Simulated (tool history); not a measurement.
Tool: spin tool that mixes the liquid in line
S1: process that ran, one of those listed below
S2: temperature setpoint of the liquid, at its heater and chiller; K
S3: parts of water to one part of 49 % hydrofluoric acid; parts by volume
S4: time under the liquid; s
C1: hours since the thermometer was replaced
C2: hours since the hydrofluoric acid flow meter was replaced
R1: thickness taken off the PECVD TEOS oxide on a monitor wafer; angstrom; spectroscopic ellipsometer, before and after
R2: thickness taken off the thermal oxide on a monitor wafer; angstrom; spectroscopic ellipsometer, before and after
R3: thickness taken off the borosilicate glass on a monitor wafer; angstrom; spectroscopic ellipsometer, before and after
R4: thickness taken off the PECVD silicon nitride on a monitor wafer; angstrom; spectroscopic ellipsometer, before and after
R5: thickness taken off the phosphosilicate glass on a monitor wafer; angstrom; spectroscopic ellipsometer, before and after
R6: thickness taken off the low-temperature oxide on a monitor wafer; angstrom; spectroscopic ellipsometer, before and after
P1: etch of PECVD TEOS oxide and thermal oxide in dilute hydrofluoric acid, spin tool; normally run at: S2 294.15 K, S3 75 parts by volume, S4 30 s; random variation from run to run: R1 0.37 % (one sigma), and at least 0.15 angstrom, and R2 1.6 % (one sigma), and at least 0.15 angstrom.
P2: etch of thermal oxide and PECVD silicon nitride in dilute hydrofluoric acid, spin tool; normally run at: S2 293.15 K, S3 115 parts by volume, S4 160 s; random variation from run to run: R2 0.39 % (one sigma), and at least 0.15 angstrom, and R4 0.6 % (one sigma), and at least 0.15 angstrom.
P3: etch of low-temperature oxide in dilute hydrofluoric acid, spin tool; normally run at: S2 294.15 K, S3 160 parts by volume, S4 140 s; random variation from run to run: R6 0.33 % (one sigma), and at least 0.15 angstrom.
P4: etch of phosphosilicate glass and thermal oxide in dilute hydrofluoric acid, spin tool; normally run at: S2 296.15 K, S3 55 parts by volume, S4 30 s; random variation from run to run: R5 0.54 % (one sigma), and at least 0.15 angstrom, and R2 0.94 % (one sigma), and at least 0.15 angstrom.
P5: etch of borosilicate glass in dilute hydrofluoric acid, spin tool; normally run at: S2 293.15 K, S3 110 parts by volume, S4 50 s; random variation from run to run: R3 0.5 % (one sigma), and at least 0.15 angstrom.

run,hour,S1,S2,S3,S4,C1,C2,R1,R2,R3,R4,R5,R6
1,7,P1,294.15,75,30,1018.2,106.4,105.09,16.092,,,,
2,13.7,P1,294.15,75,30,1024.9,113.1,105.1,15.912,,,,
3,19.5,P1,294.15,35,30,1030.7,118.9,237.15,36.366,,,,
4,26.3,P1,299.65,75,15,1037.5,125.7,65.306,10.089,,,,
5,31.3,P5,290.15,110,50,1042.5,130.7,,,165.26,,,
6,36.3,P1,300.15,75,30,1047.5,135.7,134.23,20.862,,,,
7,43.1,P2,293.15,35,160,1054.3,142.5,,195.84,,131.38,,
8,47.9,P5,293.15,110,50,1059.1,147.3,,,186.26,,,
9,53.9,P1,290.15,75,50,1065.1,153.3,148.36,22.432,,,,
10,60.7,P1,294.15,75,45,1071.9,160.1,157.93,24.807,,,,
11,66.6,P2,293.15,115,160,1077.8,166,,54.525,,41.003,,
12,72.4,P4,296.15,105,30,1083.6,171.8,,12.655,,,262.44,
13,76.9,P5,293.15,200,50,1088.1,176.3,,,93.62,,,
14,83.5,P3,294.15,160,140,1094.7,182.9,,,,,,123.04
# hour 90.6: hydrofluoric acid flow meter replaced
15,90.7,P1,290.15,120,30,1101.9,0.2,52.947,7.9291,,,,
16,95.7,P4,292.15,55,30,1106.9,5.2,,21.714,,,456.04,
17,101.6,P3,294.15,45,140,1112.8,11.1,,,,,,499.72
18,108.9,P1,294.15,125,30,1120.1,18.4,59.651,9.0207,,,,
19,113.1,P3,294.15,160,280,1124.3,22.6,,,,,,246.67
20,117.8,P1,294.15,75,30,1129,27.3,104.94,16.586,,,,
21,123.2,P4,296.15,55,30,1134.4,32.7,,25.969,,,534.8,
22,126.5,P1,294.15,75,15,1137.7,36,52.862,8.1206,,,,
23,133.8,P4,296.15,55,30,1145,43.3,,26.185,,,530.14,
24,139.2,P2,290.15,115,160,1150.4,48.7,,48.418,,33.627,,

The next listed run, before its measurement:
25,142.6,P5,293.15,110,80,1153.8,52.1,,,?,,,

Run 25 gave R3 300.43 angstrom.

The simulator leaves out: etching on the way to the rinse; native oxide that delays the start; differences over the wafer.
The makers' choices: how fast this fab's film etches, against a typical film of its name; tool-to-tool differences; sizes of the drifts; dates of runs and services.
